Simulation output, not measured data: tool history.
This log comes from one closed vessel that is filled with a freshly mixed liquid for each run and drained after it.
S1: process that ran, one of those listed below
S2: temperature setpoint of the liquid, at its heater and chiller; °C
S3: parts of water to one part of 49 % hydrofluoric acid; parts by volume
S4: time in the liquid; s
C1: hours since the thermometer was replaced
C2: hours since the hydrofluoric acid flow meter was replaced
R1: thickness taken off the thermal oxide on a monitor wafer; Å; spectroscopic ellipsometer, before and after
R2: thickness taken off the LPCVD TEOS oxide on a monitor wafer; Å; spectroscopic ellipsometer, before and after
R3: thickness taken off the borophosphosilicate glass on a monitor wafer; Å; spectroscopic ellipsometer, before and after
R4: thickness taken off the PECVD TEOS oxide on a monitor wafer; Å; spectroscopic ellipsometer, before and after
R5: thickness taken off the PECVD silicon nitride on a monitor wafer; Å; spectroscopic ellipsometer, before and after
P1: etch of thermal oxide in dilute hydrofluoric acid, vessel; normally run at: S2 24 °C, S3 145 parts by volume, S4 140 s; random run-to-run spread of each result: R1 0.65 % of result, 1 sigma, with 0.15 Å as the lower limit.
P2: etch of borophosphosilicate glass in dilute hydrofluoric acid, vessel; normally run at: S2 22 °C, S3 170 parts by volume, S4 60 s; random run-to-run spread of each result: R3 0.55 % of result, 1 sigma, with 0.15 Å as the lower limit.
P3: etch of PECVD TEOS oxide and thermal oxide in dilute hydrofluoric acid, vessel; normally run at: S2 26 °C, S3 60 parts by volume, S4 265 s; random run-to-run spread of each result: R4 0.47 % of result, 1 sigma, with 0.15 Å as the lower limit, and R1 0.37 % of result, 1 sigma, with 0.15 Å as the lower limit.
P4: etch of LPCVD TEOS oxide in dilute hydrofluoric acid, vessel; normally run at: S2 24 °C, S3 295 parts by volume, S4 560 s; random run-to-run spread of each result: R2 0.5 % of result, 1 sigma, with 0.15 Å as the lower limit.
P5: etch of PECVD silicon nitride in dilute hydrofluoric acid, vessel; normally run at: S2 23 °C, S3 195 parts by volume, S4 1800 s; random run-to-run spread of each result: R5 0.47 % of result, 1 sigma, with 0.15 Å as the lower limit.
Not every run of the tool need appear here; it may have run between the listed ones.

run	hour	S1	S2	S3	S4	C1	C2	R1	R2	R3	R4	R5
1	10.7	P1	24	145	140	261.5	840.7	44.982				
2	23	P4	24	295	870	273.8	853		600.47			
3	31.7	P2	22	170	60	282.5	861.7			128.51		
4	38	P1	24	145	140	288.8	868	45.106				
5	47.3	P3	26	60	265	298.1	877.3	222.5			605.02	
6	57.2	P1	18.5	145	80	308	887.2	21.22				
7	66.5	P1	17	145	140	317.3	896.5	33.835				
8	75.6	P4	24	495	560	326.4	905.6		192.56			
9	85.3	P3	34	60	265	336.1	915.3	304.13			816.57	
10	94.7	P1	24	145	140	345.5	924.7	45.092				
11	102.8	P1	24	80	140	353.6	932.8	87.51				
12	113.6	P5	23	55	1800	364.4	943.6					519.21
13	120.7	P1	24	145	140	371.5	950.7	45.578				
14	126.9	P3	26	60	445	377.7	956.9	375.04			1013.7	
15	132.8	P1	24	200	140	383.6	962.8	30.87				
16	141	P5	23	195	735	391.8	971					60.94
17	150.2	P2	22	170	35	401	980.2			75.159		
18	159.3	P5	27	195	1800	410.1	989.3					191.55
19	165	P1	24	145	60	415.8	995	19.431				
20	174.8	P5	23	195	1800	425.6	1004.8					150.05
21	181.1	P3	26	95	265	431.9	1011.1	133.83			364.6	
22	191.3	P2	17	170	60	442.1	1021.3			105.76		
23	201.8	P1	24	145	225	452.6	1031.8	71.532				
24	209.3	P1	24	145	140	460.1	1039.3	45.093				
# hour 216.6: hydrofluoric acid flow meter replaced
25	219.2	P4	24	295	560	470	2.6		385.58			
26	227.8	P5	23	195	1800	478.6	11.2					150.03
27	237.6	P1	31	145	140	488.4	21	57.849				

Predict the results of run 28:
28	247.6	P2	22	305	60	498.4	31			?		

{"run 28": {"R3": 62.616}}
